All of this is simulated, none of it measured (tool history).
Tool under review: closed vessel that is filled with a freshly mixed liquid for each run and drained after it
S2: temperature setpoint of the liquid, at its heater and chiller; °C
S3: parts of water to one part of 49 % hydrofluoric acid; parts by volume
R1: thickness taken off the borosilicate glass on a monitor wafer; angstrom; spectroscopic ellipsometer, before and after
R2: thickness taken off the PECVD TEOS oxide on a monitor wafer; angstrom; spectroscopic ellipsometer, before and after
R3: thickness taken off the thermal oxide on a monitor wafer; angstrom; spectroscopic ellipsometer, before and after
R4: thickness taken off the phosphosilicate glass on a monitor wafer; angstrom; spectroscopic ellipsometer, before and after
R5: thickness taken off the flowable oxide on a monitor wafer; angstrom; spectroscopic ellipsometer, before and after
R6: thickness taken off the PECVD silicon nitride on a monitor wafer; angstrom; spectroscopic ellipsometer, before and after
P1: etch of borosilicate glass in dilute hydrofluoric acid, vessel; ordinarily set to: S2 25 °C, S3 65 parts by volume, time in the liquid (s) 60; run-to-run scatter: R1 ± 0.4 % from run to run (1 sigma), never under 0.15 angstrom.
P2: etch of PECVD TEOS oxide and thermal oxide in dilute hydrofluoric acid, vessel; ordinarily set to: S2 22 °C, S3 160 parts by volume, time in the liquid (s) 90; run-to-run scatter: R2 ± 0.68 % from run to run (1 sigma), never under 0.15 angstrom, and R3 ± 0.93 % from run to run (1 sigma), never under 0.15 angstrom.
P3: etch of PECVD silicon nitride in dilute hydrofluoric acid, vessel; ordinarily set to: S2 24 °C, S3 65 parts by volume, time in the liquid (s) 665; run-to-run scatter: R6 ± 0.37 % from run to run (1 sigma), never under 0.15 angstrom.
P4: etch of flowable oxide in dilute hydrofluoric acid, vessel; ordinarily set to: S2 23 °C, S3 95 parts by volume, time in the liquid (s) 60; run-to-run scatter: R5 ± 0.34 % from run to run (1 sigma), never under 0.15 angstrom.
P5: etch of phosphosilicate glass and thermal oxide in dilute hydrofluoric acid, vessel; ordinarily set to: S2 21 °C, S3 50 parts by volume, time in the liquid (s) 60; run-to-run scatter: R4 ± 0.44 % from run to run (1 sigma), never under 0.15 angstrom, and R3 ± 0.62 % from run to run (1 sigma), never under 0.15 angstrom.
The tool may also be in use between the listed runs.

Run 1, hour 2.2: process that ran P1, S2 25 °C, S3 65 parts by volume, time in the liquid (s) 60. Result: R1 463.26 angstrom.
Run 2, hour 5.8: process that ran P2, S2 22 °C, S3 160 parts by volume, time in the liquid (s) 90. Result: R2 40.619 angstrom, R3 22.478 angstrom.
Run 3, hour 9.8: process that ran P2, S2 22 °C, S3 160 parts by volume, time in the liquid (s) 30. Result: R2 14.006 angstrom, R3 7.6999 angstrom.
Run 4, hour 12.2: process that ran P5, S2 21 °C, S3 50 parts by volume, time in the liquid (s) 30. Result: R3 26.768 angstrom, R4 496.47 angstrom.
Run 5, hour 15.2: process that ran P1, S2 25 °C, S3 20 parts by volume, time in the liquid (s) 60. Result: R1 1620 angstrom.
Run 6, hour 18.9: process that ran P1, S2 25 °C, S3 65 parts by volume, time in the liquid (s) 60. Result: R1 465.84 angstrom.
Run 7, hour 23: process that ran P1, S2 25 °C, S3 65 parts by volume, time in the liquid (s) 30. Result: R1 232.99 angstrom.
Run 8, hour 24.9: process that ran P5, S2 21 °C, S3 30 parts by volume, time in the liquid (s) 60. Result: R3 90.574 angstrom, R4 1701.5 angstrom.
Run 9, hour 28.1: process that ran P2, S2 28.5 °C, S3 160 parts by volume, time in the liquid (s) 90. Result: R2 51.177 angstrom, R3 29.004 angstrom.
Run 10, hour 30.6: process that ran P4, S2 23 °C, S3 45 parts by volume, time in the liquid (s) 60. Result: R5 507.22 angstrom.
Run 11, hour 33.5: process that ran P1, S2 25 °C, S3 65 parts by volume, time in the liquid (s) 60. Result: R1 466.32 angstrom.
Run 12, hour 36.3: process that ran P5, S2 21 °C, S3 50 parts by volume, time in the liquid (s) 60. Result: R3 53.28 angstrom, R4 995.59 angstrom.
Run 13, hour 38.8: process that ran P1, S2 25 °C, S3 110 parts by volume, time in the liquid (s) 60. Result: R1 258.51 angstrom.
Run 14, hour 40.9: process that ran P1, S2 25 °C, S3 65 parts by volume, time in the liquid (s) 60. Result: R1 465.94 angstrom.
Run 15, hour 44.7: process that ran P4, S2 23 °C, S3 95 parts by volume, time in the liquid (s) 115. Result: R5 432.79 angstrom.
Run 16, hour 48.7: process that ran P2, S2 22 °C, S3 290 parts by volume, time in the liquid (s) 90. Result: R2 19.833 angstrom, R3 10.734 angstrom.
Run 17, hour 52.6: process that ran P1, S2 29 °C, S3 20 parts by volume, time in the liquid (s) 60. Result: R1 1897.2 angstrom.
Run 18, hour 55.5: process that ran P5, S2 21 °C, S3 50 parts by volume, time in the liquid (s) 60. Result: R3 53.505 angstrom, R4 993.63 angstrom.
Run 19, hour 57.7: process that ran P1, S2 25 °C, S3 65 parts by volume, time in the liquid (s) 60. Result: R1 463.92 angstrom.
Run 20, hour 61.4: process that ran P3, S2 24 °C, S3 65 parts by volume, time in the liquid (s) 665. Result: R6 172.24 angstrom.
Run 21, hour 65.1: process that ran P1, S2 20.5 °C, S3 65 parts by volume, time in the liquid (s) 60. Result: R1 388.28 angstrom.
Run 22, hour 67.1: process that ran P1, S2 25 °C, S3 65 parts by volume, time in the liquid (s) 110. Result: R1 855.99 angstrom.
Run 23, hour 71.2: process that ran P4, S2 27 °C, S3 95 parts by volume, time in the liquid (s) 60. Result: R5 265.93 angstrom.
Run 24, hour 73.5: process that ran P3, S2 30.5 °C, S3 65 parts by volume, time in the liquid (s) 665. Result: R6 265.4 angstrom.
Run 25, hour 77: process that ran P1, S2 28.5 °C, S3 65 parts by volume, time in the liquid (s) 60. Result: R1 535.38 angstrom.
Run 26, hour 79.9: process that ran P3, S2 24 °C, S3 45 parts by volume, time in the liquid (s) 665. Result: R6 247.75 angstrom.
Run 27, hour 82: process that ran P5, S2 17 °C, S3 50 parts by volume, time in the liquid (s) 60. Result: R3 44.662 angstrom, R4 835.52 angstrom.
Run 28, hour 84.5: process that ran P3, S2 24 °C, S3 65 parts by volume, time in the liquid (s) 665. Result: R6 171.92 angstrom.
Run 29, hour 87.5: process that ran P4, S2 23 °C, S3 95 parts by volume, time in the liquid (s) 60. Result: R5 226.76 angstrom.
Run 30, hour 89.5: process that ran P3, S2 24 °C, S3 65 parts by volume, time in the liquid (s) 30. Result: R6 7.7806 angstrom.
Run 31, hour 92: process that ran P1, S2 25 °C, S3 65 parts by volume, time in the liquid (s) 60. Result: R1 468.25 angstrom.
Run 32, hour 93.9: process that ran P1, S2 25 °C, S3 65 parts by volume, time in the liquid (s) 60. Result: R1 480.64 angstrom.
Run 33, hour 97: process that ran P1, S2 25 °C, S3 65 parts by volume, time in the liquid (s) 60. Result: R1 489.66 angstrom.
Run 34, hour 100.9: process that ran P1, S2 25 °C, S3 65 parts by volume, time in the liquid (s) 60. Result: R1 499.44 angstrom.
Run 35, hour 103.1: process that ran P1, S2 25 °C, S3 65 parts by volume, time in the liquid (s) 60. Result: R1 503.8 angstrom.
Run 36, hour 105.9: process that ran P1, S2 25 °C, S3 65 parts by volume, time in the liquid (s) 60. Result: R1 506.79 angstrom.
Run 37, hour 109.7: process that ran P1, S2 25 °C, S3 65 parts by volume, time in the liquid (s) 60. Result: R1 505.62 angstrom.
Run 38, hour 111.7: process that ran P1, S2 25 °C, S3 65 parts by volume, time in the liquid (s) 60. Result: R1 506.37 angstrom.
Run 39, hour 115.2: process that ran P1, S2 25 °C, S3 65 parts by volume, time in the liquid (s) 60. Result: R1 509.17 angstrom.

P1 no longer gives what it gave before; its output has crept away from where it was. The following 2 causes, each at its listed size, fit the log equally well:
A: hydrofluoric acid flow above the setpoint (%) = 8.52
B: liquid hotter than its thermometer reads (K) = 2.22
Creep in the process output first set in at about hour 92.

Each of the 4 check runs below uses one wafer; its results are left as question marks. Which run tells the causes apart?
Run check 1, hour 118.7: process that ran P2, S2 22 °C, S3 160 parts by volume, time in the liquid (s) 90. Result: R2 ?, R3 ?.
Run check 2, hour 118.7: process that ran P5, S2 21 °C, S3 50 parts by volume, time in the liquid (s) 60. Result: R3 ?, R4 ?.
Run check 3, hour 118.7: process that ran P3, S2 24 °C, S3 65 parts by volume, time in the liquid (s) 665. Result: R6 ?.
Run check 4, hour 118.7: process that ran P4, S2 23 °C, S3 95 parts by volume, time in the liquid (s) 60. Result: R5 ?.

How each check would come out, cause by cause:
  check  result    if A    if B
check 1      R2  44.759  44.299
check 1      R3  24.939  24.683
check 2      R3  58.338  58.691
check 2      R4  1085.1  1091.7
check 3      R6  187.34  200.35
check 4      R5  247.74  247.08
Separation of the two closest causes in each check, using whichever result separates them best: check 1 1.03 %; check 2 0.6 %; check 3 6.71 %; check 4 0.27 %
Check 3 is the one run that separates the causes; every other check would come out nearly the same whichever cause is at work.

With check 3 done, the readings were: R6 187.64 angstrom. Identify which of the listed causes applies.

Of the candidate causes, it is A: hydrofluoric acid flow above the setpoint (%).
